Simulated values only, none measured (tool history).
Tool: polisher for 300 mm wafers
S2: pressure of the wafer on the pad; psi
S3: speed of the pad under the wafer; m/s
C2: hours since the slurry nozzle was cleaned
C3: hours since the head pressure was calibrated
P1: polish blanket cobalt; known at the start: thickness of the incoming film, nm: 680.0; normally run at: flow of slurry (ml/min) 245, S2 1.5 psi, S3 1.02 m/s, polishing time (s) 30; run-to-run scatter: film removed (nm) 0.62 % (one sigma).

{"run": 1, "hour": 5.4, "flow of slurry (ml/min)": 245, "S2": 1.5, "S3": 1.02, "polishing time (s)": 30, "wafers polished on this pad": 344, "C2": 557.6, "C3": 305.5, "film removed (nm)": 93.128}
{"run": 2, "hour": 8.7, "flow of slurry (ml/min)": 245, "S2": 1.5, "S3": 1.02, "polishing time (s)": 47, "wafers polished on this pad": 379, "C2": 560.9, "C3": 308.8, "film removed (nm)": 146.01}
{"run": 3, "hour": 13.4, "flow of slurry (ml/min)": 245, "S2": 1.5, "S3": 0.68, "polishing time (s)": 30, "wafers polished on this pad": 430, "C2": 565.6, "C3": 313.5, "film removed (nm)": 61.441}
{"run": 4, "hour": 16.7, "flow of slurry (ml/min)": 245, "S2": 1.5, "S3": 1.02, "polishing time (s)": 30, "wafers polished on this pad": 466, "C2": 568.9, "C3": 316.8, "film removed (nm)": 92.653}
{"run": 5, "hour": 20.7, "flow of slurry (ml/min)": 245, "S2": 1.5, "S3": 1.02, "polishing time (s)": 30, "wafers polished on this pad": 509, "C2": 572.9, "C3": 320.8, "film removed (nm)": 91.534}
{"run": 6, "hour": 24.2, "flow of slurry (ml/min)": 245, "S2": 1.5, "S3": 1.02, "polishing time (s)": 19, "wafers polished on this pad": 547, "C2": 576.4, "C3": 324.3, "film removed (nm)": 58.278}
{"run": 7, "hour": 30.4, "flow of slurry (ml/min)": 245, "S2": 1.5, "S3": 1.02, "polishing time (s)": 30, "wafers polished on this pad": 614, "C2": 582.6, "C3": 330.5, "film removed (nm)": 92.446}
{"run": 8, "hour": 36.6, "flow of slurry (ml/min)": 245, "S2": 1.5, "S3": 1.42, "polishing time (s)": 30, "wafers polished on this pad": 681, "C2": 588.8, "C3": 336.7, "film removed (nm)": 128.49}
{"run": 9, "hour": 39.6, "flow of slurry (ml/min)": 245, "S2": 1.5, "S3": 1.02, "polishing time (s)": 30, "wafers polished on this pad": 713, "C2": 591.8, "C3": 339.7, "film removed (nm)": 91.719}
{"run": 10, "hour": 42.7, "flow of slurry (ml/min)": 245, "S2": 1.9, "S3": 1.02, "polishing time (s)": 30, "wafers polished on this pad": 747, "C2": 594.9, "C3": 342.8, "film removed (nm)": 116.71}
{"run": 11, "hour": 45.7, "flow of slurry (ml/min)": 145, "S2": 1.5, "S3": 1.02, "polishing time (s)": 30, "wafers polished on this pad": 779, "C2": 597.9, "C3": 345.8, "film removed (nm)": 86.872}
{"run": 12, "hour": 52.2, "flow of slurry (ml/min)": 245, "S2": 0.9, "S3": 1.02, "polishing time (s)": 21, "wafers polished on this pad": 849, "C2": 604.4, "C3": 352.3, "film removed (nm)": 38.592}
{"run": 13, "hour": 55.5, "flow of slurry (ml/min)": 380, "S2": 1.5, "S3": 1.02, "polishing time (s)": 30, "wafers polished on this pad": 885, "C2": 607.7, "C3": 355.6, "film removed (nm)": 95.508}
{"run": 14, "hour": 61.1, "flow of slurry (ml/min)": 245, "S2": 1.5, "S3": 1.02, "polishing time (s)": 30, "wafers polished on this pad": 945, "C2": 613.3, "C3": 361.2, "film removed (nm)": 91.547}
{"run": 15, "hour": 67.1, "flow of slurry (ml/min)": 245, "S2": 0.9, "S3": 1.02, "polishing time (s)": 30, "wafers polished on this pad": 1010, "C2": 619.3, "C3": 367.2, "film removed (nm)": 55.474}
{"run": 16, "hour": 71.6, "flow of slurry (ml/min)": 245, "S2": 1.5, "S3": 1.02, "polishing time (s)": 30, "wafers polished on this pad": 1059, "C2": 623.8, "C3": 371.7, "film removed (nm)": 91.856}
{"run": 17, "hour": 74.9, "flow of slurry (ml/min)": 245, "S2": 1.5, "S3": 1.02, "polishing time (s)": 30, "wafers polished on this pad": 1094, "C2": 627.1, "C3": 375, "film removed (nm)": 90.239}
{"run": 18, "hour": 79.8, "flow of slurry (ml/min)": 245, "S2": 1.5, "S3": 1.02, "polishing time (s)": 30, "wafers polished on this pad": 1147, "C2": 632, "C3": 379.9, "film removed (nm)": 90.219}
{"run": 19, "hour": 85.9, "flow of slurry (ml/min)": 245, "S2": 1.5, "S3": 1.02, "polishing time (s)": 30, "wafers polished on this pad": 1213, "C2": 638.1, "C3": 386, "film removed (nm)": 87.764}
{"hour": 89.3, "done": "head pressure recalibrated"}
{"run": 20, "hour": 90.1, "flow of slurry (ml/min)": 245, "S2": 1.5, "S3": 1.02, "polishing time (s)": 30, "wafers polished on this pad": 1258, "C2": 642.3, "C3": 0.8, "film removed (nm)": 88.375}
{"run": 21, "hour": 96.5, "flow of slurry (ml/min)": 245, "S2": 1.5, "S3": 1.02, "polishing time (s)": 30, "wafers polished on this pad": 1328, "C2": 648.7, "C3": 7.2, "film removed (nm)": 86.372}
{"run": 22, "hour": 102.1, "flow of slurry (ml/min)": 245, "S2": 1.5, "S3": 1.02, "polishing time (s)": 30, "wafers polished on this pad": 1388, "C2": 654.3, "C3": 12.8, "film removed (nm)": 87.039}
{"run": 23, "hour": 108.2, "flow of slurry (ml/min)": 245, "S2": 1.5, "S3": 1.02, "polishing time (s)": 30, "wafers polished on this pad": 1454, "C2": 660.4, "C3": 18.9, "film removed (nm)": 86.682}

What P1 gives has crept away from where it was. These 2 causes fit the log equally well, each at the size given:
A: slurry flow missing at the pad, % = 36.7
B: removal rate lost through wear of the pad, % = 6.04
The creep began at about hour 71.6.
Why every other cause is out:
head's pressure below its setpoint, %: serviced at hour 89.3, which brought nothing back

4 check runs are offered, each on 3 wafers whose results are averaged, their results left as question marks. Which one tells the causes apart?
{"run": "check 1", "hour": 114.3, "flow of slurry (ml/min)": 245, "S2": 1.5, "S3": 1.32, "polishing time (s)": 45, "film removed (nm)": "?"}
{"run": "check 2", "hour": 114.3, "flow of slurry (ml/min)": 170, "S2": 1, "S3": 1.02, "polishing time (s)": 30, "film removed (nm)": "?"}
{"run": "check 3", "hour": 114.3, "flow of slurry (ml/min)": 245, "S2": 1.5, "S3": 0.72, "polishing time (s)": 30, "film removed (nm)": "?"}
{"run": "check 4", "hour": 114.3, "flow of slurry (ml/min)": 245, "S2": 1.5, "S3": 1.28, "polishing time (s)": 20, "film removed (nm)": "?"}

What each check would give under each cause:
check=check_1 result=film_removed_(nm) if_A=168.5 if_B=168.52
check=check_2 result=film_removed_(nm) if_A=53.806 if_B=55.183
check=check_3 result=film_removed_(nm) if_A=61.273 if_B=61.281
check=check_4 result=film_removed_(nm) if_A=72.62 if_B=72.629
How far apart the two closest causes lie, in the result that separates them most: check 1 0.01 %; check 2 2.53 %; check 3 0.01 %; check 4 0.01 %
Only check 2 tells the causes apart: in the others they would give nearly the same result.

Check 2 was then run and gave: film removed (nm) 53.878. Which cause is it?

It is A: slurry flow missing at the pad, %.
